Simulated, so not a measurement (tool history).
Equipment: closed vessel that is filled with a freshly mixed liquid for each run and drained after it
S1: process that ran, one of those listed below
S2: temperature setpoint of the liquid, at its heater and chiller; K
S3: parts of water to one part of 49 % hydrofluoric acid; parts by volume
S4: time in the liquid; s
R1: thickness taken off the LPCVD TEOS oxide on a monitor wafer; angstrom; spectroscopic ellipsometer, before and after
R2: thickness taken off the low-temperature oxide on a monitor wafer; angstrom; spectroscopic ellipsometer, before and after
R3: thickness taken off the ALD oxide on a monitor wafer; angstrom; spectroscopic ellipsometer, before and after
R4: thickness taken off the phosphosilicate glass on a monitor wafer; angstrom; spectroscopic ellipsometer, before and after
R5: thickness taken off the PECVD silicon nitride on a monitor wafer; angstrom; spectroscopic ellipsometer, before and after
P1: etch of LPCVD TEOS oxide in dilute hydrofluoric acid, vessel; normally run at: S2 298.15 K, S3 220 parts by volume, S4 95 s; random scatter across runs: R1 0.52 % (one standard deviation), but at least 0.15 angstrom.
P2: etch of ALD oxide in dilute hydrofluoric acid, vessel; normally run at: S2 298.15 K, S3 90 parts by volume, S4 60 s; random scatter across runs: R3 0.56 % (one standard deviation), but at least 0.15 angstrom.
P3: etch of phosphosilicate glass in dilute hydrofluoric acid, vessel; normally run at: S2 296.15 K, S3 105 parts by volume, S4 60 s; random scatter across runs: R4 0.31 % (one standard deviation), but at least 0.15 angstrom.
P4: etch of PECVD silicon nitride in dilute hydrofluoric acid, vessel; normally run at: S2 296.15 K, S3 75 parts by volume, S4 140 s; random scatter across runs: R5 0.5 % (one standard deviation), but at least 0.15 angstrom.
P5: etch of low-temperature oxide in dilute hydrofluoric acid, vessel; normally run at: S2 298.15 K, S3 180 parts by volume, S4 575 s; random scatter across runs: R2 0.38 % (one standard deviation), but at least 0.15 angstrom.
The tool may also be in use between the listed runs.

| run | hour | S1 | S2 | S3 | S4 | R1 | R2 | R3 | R4 | R5 |
|---|---|---|---|---|---|---|---|---|---|---|
| 1 | 8.8 | P1 | 298.15 | 220 | 95 | 218.330 |  |  |  |  |
| 2 | 23.3 | P1 | 298.15 | 220 | 170 | 393.550 |  |  |  |  |
| 3 | 38.2 | P5 | 291.65 | 180 | 575 |  | 434.44 |  |  |  |
| 4 | 47.4 | P2 | 298.15 | 135 | 60 |  |  | 138.80 |  |  |
| 5 | 59.4 | P1 | 298.15 | 370 | 95 | 111.320 |  |  |  |  |
| 6 | 67.2 | P5 | 298.15 | 180 | 575 |  | 559.54 |  |  |  |
| 7 | 80.9 | P3 | 296.15 | 105 | 60 |  |  |  | 542.07 |  |
| 8 | 94.6 | P3 | 296.15 | 105 | 30 |  |  |  | 270.75 |  |
| 9 | 105.2 | P5 | 298.15 | 270 | 575 |  | 339.76 |  |  |  |
|  | 109.1 | hydrofluoric acid flow meter replaced |
| 10 | 117.5 | P1 | 298.15 | 220 | 95 | 217.580 |  |  |  |  |
| 11 | 129.7 | P4 | 296.15 | 75 | 240 |  |  |  |  | 167.090 |
| 12 | 143.5 | P1 | 303.65 | 220 | 50 | 139.880 |  |  |  |  |
| 13 | 150.8 | P1 | 298.15 | 220 | 95 | 220.540 |  |  |  |  |
| 14 | 163.8 | P5 | 298.15 | 180 | 960 |  | 932.89 |  |  |  |
| 15 | 177.5 | P1 | 298.15 | 220 | 95 | 217.680 |  |  |  |  |
| 16 | 190.2 | P1 | 298.15 | 220 | 95 | 217.410 |  |  |  |  |
| 17 | 198.3 | P4 | 302.15 | 75 | 140 |  |  |  |  | 144.880 |
| 18 | 206.3 | P1 | 303.65 | 220 | 145 | 405.340 |  |  |  |  |
| 19 | 213.7 | P1 | 298.15 | 95 | 95 | 589.430 |  |  |  |  |
| 20 | 223.0 | P2 | 298.15 | 90 | 60 |  |  | 220.98 |  |  |
| 21 | 233.2 | P1 | 298.15 | 220 | 95 | 219.940 |  |  |  |  |
| 22 | 240.4 | P1 | 298.15 | 220 | 30 | 69.491 |  |  |  |  |
|  | 252.8 | thermometer replaced |
| 23 | 252.8 | P2 | 298.15 | 90 | 60 |  |  | 220.87 |  |  |
| 24 | 262.2 | P4 | 296.15 | 75 | 140 |  |  |  |  | 97.462 |
| 25 | 270.4 | P1 | 303.65 | 220 | 95 | 265.300 |  |  |  |  |
| 26 | 285.3 | P4 | 296.15 | 130 | 140 |  |  |  |  | 57.146 |
| 27 | 299.4 | P1 | 298.15 | 220 | 95 | 219.410 |  |  |  |  |
| 28 | 311.5 | P2 | 298.15 | 90 | 30 |  |  | 111.41 |  |  |
| 29 | 319.0 | P3 | 296.15 | 105 | 60 |  |  |  | 544.76 |  |
| 30 | 334.4 | P1 | 294.65 | 220 | 30 | 60.250 |  |  |  |  |
| 31 | 349.8 | P3 | 296.15 | 175 | 60 |  |  |  | 301.95 |  |
| 32 | 361.2 | P3 | 300.65 | 105 | 60 |  |  |  | 647.39 |  |
| 33 | 369.2 | P2 | 305.65 | 90 | 60 |  |  | 294.15 |  |  |
| 34 | 377.6 | P1 | 294.15 | 220 | 95 | 186.840 |  |  |  |  |
| 35 | 393.1 | P4 | 296.15 | 75 | 140 |  |  |  |  | 96.722 |
| 36 | 407.8 | P1 | 298.15 | 220 | 95 | 221.050 |  |  |  |  |
| 37 | 424.1 | P1 | 298.15 | 220 | 95 | 224.430 |  |  |  |  |
| 38 | 439.2 | P1 | 298.15 | 220 | 95 | 228.750 |  |  |  |  |
| 39 | 453.8 | P1 | 298.15 | 220 | 95 | 228.660 |  |  |  |  |
| 40 | 468.8 | P1 | 298.15 | 220 | 95 | 230.170 |  |  |  |  |
| 41 | 476.7 | P1 | 298.15 | 220 | 95 | 230.790 |  |  |  |  |
| 42 | 486.8 | P1 | 298.15 | 220 | 95 | 231.260 |  |  |  |  |
| 43 | 499.3 | P1 | 298.15 | 220 | 95 | 231.660 |  |  |  |  |
| 44 | 508.8 | P1 | 298.15 | 220 | 95 | 231.320 |  |  |  |  |
| 45 | 520.9 | P1 | 298.15 | 220 | 95 | 232.760 |  |  |  |  |

What P1 gives has crept off from where it sat before. The 2 causes that follow fit the log equally well, each at the size noted:
A: hydrofluoric acid flow above the setpoint (%) = 5.02
B: liquid hotter than its thermometer reads (K) = 1.69
The process output started creeping at around hour 407.8.

Consider the 4 single-wafer check runs listed below, results given as question marks: which one distinguishes between the causes by giving clearly different results for each?
| check 1 | 533.0 | P3 | 296.15 | 170 | 30 |  |  |  | ? |  |
| check 2 | 533.0 | P4 | 296.15 | 110 | 235 |  |  |  |  | ? |
| check 3 | 533.0 | P5 | 292.15 | 180 | 575 |  | ? |  |  |  |
| check 4 | 533.0 | P2 | 301.15 | 90 | 30 |  |  | ? |  |  |

Predicted outcomes, by check and by cause:
| check | result | if A | if B |
|---|---|---|---|
| check 1 | R4 | 165.42 | 166.40 |
| check 2 | R5 | 117.880 | 125.520 |
| check 3 | R2 | 471.83 | 475.96 |
| check 4 | R3 | 131.21 | 132.49 |
Smallest distance between any two causes, each pair judged by its most separating result, in per cent: check 1 0.59 %; check 2 6.28 %; check 3 0.87 %; check 4 0.97 %
Only in check 2 would the causes give clearly different results; in the remaining checks their results would be nearly the same.

Check 2 was carried out, with these results: R5 125.070 angstrom. Which of the listed causes is responsible?

It was cause B: liquid hotter than its thermometer reads (K).
